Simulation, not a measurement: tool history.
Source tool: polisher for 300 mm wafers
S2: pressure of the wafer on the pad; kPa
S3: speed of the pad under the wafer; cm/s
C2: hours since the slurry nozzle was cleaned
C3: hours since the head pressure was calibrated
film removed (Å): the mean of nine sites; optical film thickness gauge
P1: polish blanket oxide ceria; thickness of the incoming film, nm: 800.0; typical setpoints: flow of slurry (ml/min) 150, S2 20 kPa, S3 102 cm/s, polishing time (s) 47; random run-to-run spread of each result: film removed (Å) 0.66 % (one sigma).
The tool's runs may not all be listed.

run 1 hour=7.7 | flow_of_slurry_(ml/min)=150 S2=20 S3=102 polishing_time_(s)=47 | wafers_polished_on_this_pad=379 C2=153.4 C3=300.7 | film_removed_(Å)=2132.9
run 2 hour=19.9 | flow_of_slurry_(ml/min)=150 S2=20 S3=102 polishing_time_(s)=47 | wafers_polished_on_this_pad=523 C2=165.6 C3=312.9 | film_removed_(Å)=2146.7
run 3 hour=30 | flow_of_slurry_(ml/min)=225 S2=20 S3=102 polishing_time_(s)=47 | wafers_polished_on_this_pad=641 C2=175.7 C3=323 | film_removed_(Å)=2271.1
run 4 hour=41.8 | flow_of_slurry_(ml/min)=115 S2=20 S3=102 polishing_time_(s)=33 | wafers_polished_on_this_pad=779 C2=187.5 C3=334.8 | film_removed_(Å)=1426.3
run 5 hour=52.4 | flow_of_slurry_(ml/min)=150 S2=11.7 S3=102 polishing_time_(s)=47 | wafers_polished_on_this_pad=904 C2=198.1 C3=345.4 | film_removed_(Å)=1258.8
run 6 hour=60 | flow_of_slurry_(ml/min)=150 S2=20 S3=102 polishing_time_(s)=47 | wafers_polished_on_this_pad=993 C2=205.7 C3=353 | film_removed_(Å)=2117.9
run 7 hour=73.7 | flow_of_slurry_(ml/min)=90 S2=20 S3=102 polishing_time_(s)=47 | wafers_polished_on_this_pad=1154 C2=219.4 C3=366.7 | film_removed_(Å)=1903.5
run 8 hour=84.7 | flow_of_slurry_(ml/min)=150 S2=20 S3=102 polishing_time_(s)=47 | wafers_polished_on_this_pad=1283 C2=230.4 C3=377.7 | film_removed_(Å)=2141.1
run 9 hour=93.2 | flow_of_slurry_(ml/min)=150 S2=9.7 S3=102 polishing_time_(s)=64 | wafers_polished_on_this_pad=1383 C2=238.9 C3=386.2 | film_removed_(Å)=1421.3
run 10 hour=103.7 | flow_of_slurry_(ml/min)=150 S2=20 S3=46 polishing_time_(s)=47 | wafers_polished_on_this_pad=1506 C2=249.4 C3=396.7 | film_removed_(Å)=956.81
run 11 hour=119.5 | flow_of_slurry_(ml/min)=150 S2=20 S3=102 polishing_time_(s)=24 | wafers_polished_on_this_pad=1691 C2=265.2 C3=412.5 | film_removed_(Å)=1097.2
-- hour=126.7 slurry nozzle cleaned
run 12 hour=126.9 | flow_of_slurry_(ml/min)=150 S2=20 S3=102 polishing_time_(s)=47 | wafers_polished_on_this_pad=1778 C2=0.2 C3=419.9 | film_removed_(Å)=2139
run 13 hour=137.3 | flow_of_slurry_(ml/min)=150 S2=13.1 S3=102 polishing_time_(s)=70 | wafers_polished_on_this_pad=1900 C2=10.6 C3=430.3 | film_removed_(Å)=2095
run 14 hour=148 | flow_of_slurry_(ml/min)=150 S2=20 S3=102 polishing_time_(s)=47 | wafers_polished_on_this_pad=2026 C2=21.3 C3=441 | film_removed_(Å)=2104
run 15 hour=159.3 | flow_of_slurry_(ml/min)=150 S2=20 S3=156 polishing_time_(s)=47 | wafers_polished_on_this_pad=2158 C2=32.6 C3=452.3 | film_removed_(Å)=3243.9
run 16 hour=172.8 | flow_of_slurry_(ml/min)=150 S2=20 S3=102 polishing_time_(s)=72 | wafers_polished_on_this_pad=2317 C2=46.1 C3=465.8 | film_removed_(Å)=3266.7
run 17 hour=182.4 | flow_of_slurry_(ml/min)=150 S2=20 S3=102 polishing_time_(s)=47 | wafers_polished_on_this_pad=2429 C2=55.7 C3=475.4 | film_removed_(Å)=2144.1
run 18 hour=196.4 | flow_of_slurry_(ml/min)=150 S2=31 S3=102 polishing_time_(s)=47 | wafers_polished_on_this_pad=2593 C2=69.7 C3=489.4 | film_removed_(Å)=3296.3
run 19 hour=208.4 | flow_of_slurry_(ml/min)=150 S2=20 S3=102 polishing_time_(s)=47 | wafers_polished_on_this_pad=2734 C2=81.7 C3=501.4 | film_removed_(Å)=2147
run 20 hour=222.4 | flow_of_slurry_(ml/min)=150 S2=20 S3=102 polishing_time_(s)=47 | wafers_polished_on_this_pad=2899 C2=95.7 C3=515.4 | film_removed_(Å)=2057
run 21 hour=231.9 | flow_of_slurry_(ml/min)=150 S2=20 S3=102 polishing_time_(s)=47 | wafers_polished_on_this_pad=3010 C2=105.2 C3=524.9 | film_removed_(Å)=2030.1
run 22 hour=243.1 | flow_of_slurry_(ml/min)=150 S2=20 S3=102 polishing_time_(s)=47 | wafers_polished_on_this_pad=3141 C2=116.4 C3=536.1 | film_removed_(Å)=2028.5
run 23 hour=255.4 | flow_of_slurry_(ml/min)=150 S2=20 S3=102 polishing_time_(s)=47 | wafers_polished_on_this_pad=3286 C2=128.7 C3=548.4 | film_removed_(Å)=1966.3
run 24 hour=263.8 | flow_of_slurry_(ml/min)=150 S2=20 S3=102 polishing_time_(s)=47 | wafers_polished_on_this_pad=3384 C2=137.1 C3=556.8 | film_removed_(Å)=1972.2
-- hour=274.5 head pressure recalibrated
run 25 hour=278.9 | flow_of_slurry_(ml/min)=150 S2=20 S3=102 polishing_time_(s)=47 | wafers_polished_on_this_pad=3561 C2=152.2 C3=4.5 | film_removed_(Å)=1969.7
run 26 hour=293.4 | flow_of_slurry_(ml/min)=150 S2=20 S3=102 polishing_time_(s)=47 | wafers_polished_on_this_pad=3732 C2=166.7 C3=19 | film_removed_(Å)=1951.1
run 27 hour=303.8 | flow_of_slurry_(ml/min)=150 S2=20 S3=102 polishing_time_(s)=47 | wafers_polished_on_this_pad=3854 C2=177.1 C3=29.4 | film_removed_(Å)=1935.3
run 28 hour=318.6 | flow_of_slurry_(ml/min)=150 S2=20 S3=102 polishing_time_(s)=47 | wafers_polished_on_this_pad=4027 C2=191.9 C3=44.2 | film_removed_(Å)=1942.6
run 29 hour=334.7 | flow_of_slurry_(ml/min)=150 S2=20 S3=102 polishing_time_(s)=47 | wafers_polished_on_this_pad=4216 C2=208 C3=60.3 | film_removed_(Å)=1944.4
run 30 hour=342 | flow_of_slurry_(ml/min)=150 S2=20 S3=102 polishing_time_(s)=47 | wafers_polished_on_this_pad=4302 C2=215.3 C3=67.6 | film_removed_(Å)=1924.5

P1 has crept away from where it was. The log is fitted equally well by each of these 2 causes, at the sizes shown:
A: removal rate lost through wear of the pad, % = 9.17
B: slurry flow missing at the pad, % = 36.3
Onset of the creep was near hour 208.4.
What rules out each remaining cause:
head's pressure below its setpoint, %: maintenance at hour 274.5, after the shift began, did not return the process to its former output

Each of the check runs listed below is run on 3 wafers and reports their average, with the results left as question marks. Pick the one under which the possible causes would lead to clearly different results.
run check 1 hour=349.3 | flow_of_slurry_(ml/min)=215 S2=20 S3=102 polishing_time_(s)=36 | film_removed_(Å)=?
run check 2 hour=349.3 | flow_of_slurry_(ml/min)=150 S2=20 S3=60 polishing_time_(s)=72 | film_removed_(Å)=?
run check 3 hour=349.3 | flow_of_slurry_(ml/min)=150 S2=20 S3=152 polishing_time_(s)=31 | film_removed_(Å)=?
run check 4 hour=349.3 | flow_of_slurry_(ml/min)=150 S2=20 S3=48 polishing_time_(s)=47 | film_removed_(Å)=?

Predicted outcomes, by check and by cause:
check=check_1 result=film_removed_(Å) if_A=1564.7 if_B=1607.8
check=check_2 result=film_removed_(Å) if_A=1746.4 if_B=1746.7
check=check_3 result=film_removed_(Å) if_A=1904.9 if_B=1905.2
check=check_4 result=film_removed_(Å) if_A=912 if_B=912.17
Gap, in per cent, between the two causes that each check separates least, read from the result that separates them most: check 1 2.72 %; check 2 0.02 %; check 3 0.02 %; check 4 0.02 %
Check 1 distinguishes between the causes, while the remaining checks would return nearly the same result for all of them.

Then check 1 was run and gave: film removed (Å) 1569.9. Which cause is it?

It is A: removal rate lost through wear of the pad, %.
